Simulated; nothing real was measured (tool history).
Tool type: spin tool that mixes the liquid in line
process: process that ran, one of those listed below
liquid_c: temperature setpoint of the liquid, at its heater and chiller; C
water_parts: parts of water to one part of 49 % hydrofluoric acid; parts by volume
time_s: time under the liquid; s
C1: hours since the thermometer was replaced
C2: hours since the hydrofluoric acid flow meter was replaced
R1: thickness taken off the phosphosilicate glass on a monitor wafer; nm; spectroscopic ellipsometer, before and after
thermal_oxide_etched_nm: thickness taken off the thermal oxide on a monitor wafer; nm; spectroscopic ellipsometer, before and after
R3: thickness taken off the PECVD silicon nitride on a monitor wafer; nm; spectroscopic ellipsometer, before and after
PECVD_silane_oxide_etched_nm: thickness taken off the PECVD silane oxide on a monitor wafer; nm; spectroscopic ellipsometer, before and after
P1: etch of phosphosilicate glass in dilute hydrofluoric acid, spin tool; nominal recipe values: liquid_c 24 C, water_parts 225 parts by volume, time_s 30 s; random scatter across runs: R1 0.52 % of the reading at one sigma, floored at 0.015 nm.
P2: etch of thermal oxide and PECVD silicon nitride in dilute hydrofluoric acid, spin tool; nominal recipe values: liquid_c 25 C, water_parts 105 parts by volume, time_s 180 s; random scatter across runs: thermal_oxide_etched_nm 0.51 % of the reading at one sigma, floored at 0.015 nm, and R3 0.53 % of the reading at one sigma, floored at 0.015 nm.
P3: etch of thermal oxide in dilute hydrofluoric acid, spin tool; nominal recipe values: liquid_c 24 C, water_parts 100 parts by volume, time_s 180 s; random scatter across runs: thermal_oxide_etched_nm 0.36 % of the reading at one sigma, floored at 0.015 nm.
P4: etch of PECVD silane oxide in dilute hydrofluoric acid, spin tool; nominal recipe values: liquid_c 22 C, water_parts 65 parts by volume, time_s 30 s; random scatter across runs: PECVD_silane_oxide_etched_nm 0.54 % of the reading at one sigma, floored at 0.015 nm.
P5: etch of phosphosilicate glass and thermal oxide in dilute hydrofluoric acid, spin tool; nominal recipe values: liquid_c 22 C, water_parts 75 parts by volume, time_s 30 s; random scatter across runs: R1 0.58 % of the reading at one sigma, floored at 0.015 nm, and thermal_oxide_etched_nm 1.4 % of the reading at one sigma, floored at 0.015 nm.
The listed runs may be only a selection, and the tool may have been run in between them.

Run 1, hour 14.1: process P1, liquid_c 24 C, water_parts 225 parts by volume, time_s 30 s; C1 655.4; C2 1002.9. Result: R1 9.3207 nm.
Run 2, hour 22.3: process P2, liquid_c 25 C, water_parts 105 parts by volume, time_s 360 s; C1 663.6; C2 1011.1. Result: thermal_oxide_etched_nm 16.375 nm, R3 9.1839 nm.
Run 3, hour 34.8: process P5, liquid_c 22 C, water_parts 75 parts by volume, time_s 30 s; C1 676.1; C2 1023.6. Result: R1 75.428 nm, thermal_oxide_etched_nm 1.7578 nm.
Run 4, hour 50.8: process P4, liquid_c 22 C, water_parts 65 parts by volume, time_s 15 s; C1 692.1; C2 1039.6. Result: PECVD_silane_oxide_etched_nm 11.107 nm.
Run 5, hour 64.5: process P1, liquid_c 24 C, water_parts 110 parts by volume, time_s 55 s; C1 705.8; C2 1053.3. Result: R1 39.439 nm.
Run 6, hour 79.5: process P4, liquid_c 29 C, water_parts 65 parts by volume, time_s 30 s; C1 720.8; C2 1068.3. Result: PECVD_silane_oxide_etched_nm 29.5 nm.
Run 7, hour 90.2: process P5, liquid_c 29.5 C, water_parts 75 parts by volume, time_s 30 s; C1 731.5; C2 1079. Result: R1 101.78 nm, thermal_oxide_etched_nm 2.3593 nm.
Run 8, hour 98.6: process P1, liquid_c 24 C, water_parts 85 parts by volume, time_s 30 s; C1 739.9; C2 1087.4. Result: R1 28.922 nm.
Run 9, hour 106.5: process P1, liquid_c 24 C, water_parts 225 parts by volume, time_s 30 s; C1 747.8; C2 1095.3. Result: R1 9.3409 nm.
Run 10, hour 120.2: process P3, liquid_c 29.5 C, water_parts 100 parts by volume, time_s 180 s; C1 761.5; C2 1109. Result: thermal_oxide_etched_nm 10.78 nm.
Run 11, hour 131.3: process P1, liquid_c 24 C, water_parts 225 parts by volume, time_s 30 s; C1 772.6; C2 1120.1. Result: R1 9.3046 nm.
Run 12, hour 138.9: process P1, liquid_c 24 C, water_parts 225 parts by volume, time_s 30 s; C1 780.2; C2 1127.7. Result: R1 9.4266 nm.
Run 13, hour 147.8: process P1, liquid_c 24 C, water_parts 320 parts by volume, time_s 60 s; C1 789.1; C2 1136.6. Result: R1 11.989 nm.
Run 14, hour 164.8: process P2, liquid_c 25 C, water_parts 105 parts by volume, time_s 180 s; C1 806.1; C2 1153.6. Result: thermal_oxide_etched_nm 8.1546 nm, R3 4.6163 nm.
Run 15, hour 174.8: process P4, liquid_c 22 C, water_parts 115 parts by volume, time_s 30 s; C1 816.1; C2 1163.6. Result: PECVD_silane_oxide_etched_nm 11.916 nm.
Run 16, hour 184.1: process P1, liquid_c 24 C, water_parts 400 parts by volume, time_s 30 s; C1 825.4; C2 1172.9. Result: R1 4.4655 nm.
Run 17, hour 201.4: process P1, liquid_c 24 C, water_parts 225 parts by volume, time_s 15 s; C1 842.7; C2 1190.2. Result: R1 4.6753 nm.
Run 18, hour 210.5: process P1, liquid_c 24 C, water_parts 225 parts by volume, time_s 50 s; C1 851.8; C2 1199.3. Result: R1 15.619 nm.
Run 19, hour 224: process P1, liquid_c 30 C, water_parts 225 parts by volume, time_s 30 s; C1 865.3; C2 1212.8. Result: R1 11.469 nm.
Run 20, hour 231.8: process P1, liquid_c 24 C, water_parts 85 parts by volume, time_s 50 s; C1 873.1; C2 1220.6. Result: R1 48.117 nm.
Run 21, hour 245.3: process P2, liquid_c 17 C, water_parts 105 parts by volume, time_s 180 s; C1 886.6; C2 1234.1. Result: thermal_oxide_etched_nm 5.8738 nm, R3 2.6961 nm.
Run 22, hour 257.5: process P3, liquid_c 24 C, water_parts 100 parts by volume, time_s 340 s; C1 898.8; C2 1246.3. Result: thermal_oxide_etched_nm 16.471 nm.
Run 23, hour 269.3: process P2, liquid_c 25 C, water_parts 105 parts by volume, time_s 180 s; C1 910.6; C2 1258.1. Result: thermal_oxide_etched_nm 8.1947 nm, R3 4.6622 nm.
Run 24, hour 286.4: process P5, liquid_c 22 C, water_parts 135 parts by volume, time_s 30 s; C1 927.7; C2 1275.2. Result: R1 39.298 nm, thermal_oxide_etched_nm 0.924 nm.
Run 25, hour 298.4: process P1, liquid_c 18.5 C, water_parts 225 parts by volume, time_s 30 s; C1 939.7; C2 1287.2. Result: R1 7.5333 nm.
Run 26, hour 313.1: process P3, liquid_c 24 C, water_parts 175 parts by volume, time_s 180 s; C1 954.4; C2 1301.9. Result: thermal_oxide_etched_nm 4.5363 nm.
Run 27, hour 321: process P3, liquid_c 24 C, water_parts 100 parts by volume, time_s 180 s; C1 962.3; C2 1309.8. Result: thermal_oxide_etched_nm 8.7618 nm.
Run 28, hour 335.4: process P2, liquid_c 25 C, water_parts 35 parts by volume, time_s 180 s; C1 976.7; C2 1324.2. Result: thermal_oxide_etched_nm 26.859 nm, R3 13.525 nm.
Run 29, hour 343.3: process P5, liquid_c 22 C, water_parts 75 parts by volume, time_s 30 s; C1 984.6; C2 1332.1. Result: R1 75.199 nm, thermal_oxide_etched_nm 1.762 nm.
Run 30, hour 354.5: process P1, liquid_c 24 C, water_parts 225 parts by volume, time_s 30 s; C1 995.8; C2 1343.3. Result: R1 9.2881 nm.
Run 31, hour 366.2: process P1, liquid_c 24 C, water_parts 225 parts by volume, time_s 30 s; C1 1007.5; C2 1355. Result: R1 9.2924 nm.
Run 32, hour 380.8: process P1, liquid_c 24 C, water_parts 225 parts by volume, time_s 30 s; C1 1022.1; C2 1369.6. Result: R1 9.3424 nm.
Run 33, hour 390.6: process P4, liquid_c 22 C, water_parts 65 parts by volume, time_s 30 s; C1 1031.9; C2 1379.4. Result: PECVD_silane_oxide_etched_nm 22.307 nm.
Run 34, hour 403.5: process P5, liquid_c 22 C, water_parts 75 parts by volume, time_s 15 s; C1 1044.8; C2 1392.3. Result: R1 38.099 nm, thermal_oxide_etched_nm 0.87165 nm.
Run 35, hour 411.4: process P1, liquid_c 24 C, water_parts 225 parts by volume, time_s 30 s; C1 1052.7; C2 1400.2. Result: R1 9.2809 nm.
Run 36, hour 426.1: process P1, liquid_c 24 C, water_parts 225 parts by volume, time_s 30 s; C1 1067.4; C2 1414.9. Result: R1 9.0008 nm.
Run 37, hour 439.1: process P1, liquid_c 24 C, water_parts 225 parts by volume, time_s 30 s; C1 1080.4; C2 1427.9. Result: R1 8.769 nm.
Run 38, hour 447.7: process P1, liquid_c 24 C, water_parts 225 parts by volume, time_s 30 s; C1 1089; C2 1436.5. Result: R1 8.6685 nm.
Run 39, hour 459: process P1, liquid_c 24 C, water_parts 225 parts by volume, time_s 30 s; C1 1100.3; C2 1447.8. Result: R1 8.6775 nm.
Run 40, hour 473.5: process P1, liquid_c 24 C, water_parts 225 parts by volume, time_s 30 s; C1 1114.8; C2 1462.3. Result: R1 8.614 nm.
Run 41, hour 483.3: process P1, liquid_c 24 C, water_parts 225 parts by volume, time_s 30 s; C1 1124.6; C2 1472.1. Result: R1 8.6362 nm.
Run 42, hour 494.9: process P1, liquid_c 24 C, water_parts 225 parts by volume, time_s 30 s; C1 1136.2; C2 1483.7. Result: R1 8.6803 nm.

What P1 gives has crept off from where it sat before. The 2 causes that follow fit the log equally well, each at the size noted:
A: hydrofluoric acid flow below the setpoint (%) = 5.75
B: liquid colder than its thermometer reads (K) = 2
The creep began at about hour 411.4.

4 check runs are offered, one wafer each, their results left as question marks. Which one tells the causes apart?
Run check 1, hour 506.5: process P3, liquid_c 24 C, water_parts 165 parts by volume, time_s 180 s. Result: thermal_oxide_etched_nm ?.
Run check 2, hour 506.5: process P5, liquid_c 22 C, water_parts 135 parts by volume, time_s 30 s. Result: R1 ?, thermal_oxide_etched_nm ?.
Run check 3, hour 506.5: process P2, liquid_c 25 C, water_parts 55 parts by volume, time_s 180 s. Result: thermal_oxide_etched_nm ?, R3 ?.
Run check 4, hour 506.5: process P4, liquid_c 26.5 C, water_parts 115 parts by volume, time_s 30 s. Result: PECVD_silane_oxide_etched_nm ?.

Expected result of each check under each candidate cause:
  check                        result     if A    if B
check 1       thermal_oxide_etched_nm   4.5622  4.5349
check 2                            R1   36.609  36.201
check 2       thermal_oxide_etched_nm  0.85795  0.8484
check 3       thermal_oxide_etched_nm   15.514  15.235
check 3                            R3   8.2546  7.6484
check 4  PECVD_silane_oxide_etched_nm    13.19   13.07
Per check, the gap between the least separated pair of causes, taken in the result that splits them most: check 1 0.6 %; check 2 1.12 %; check 3 7.63 %; check 4 0.91 %
Only in check 3 would the causes give clearly different results; in the remaining checks their results would be nearly the same.

Check 3 was then run and gave: thermal_oxide_etched_nm 15.537 nm; R3 8.2485 nm. Which cause is it?

Of the candidate causes, it is A: hydrofluoric acid flow below the setpoint (%).
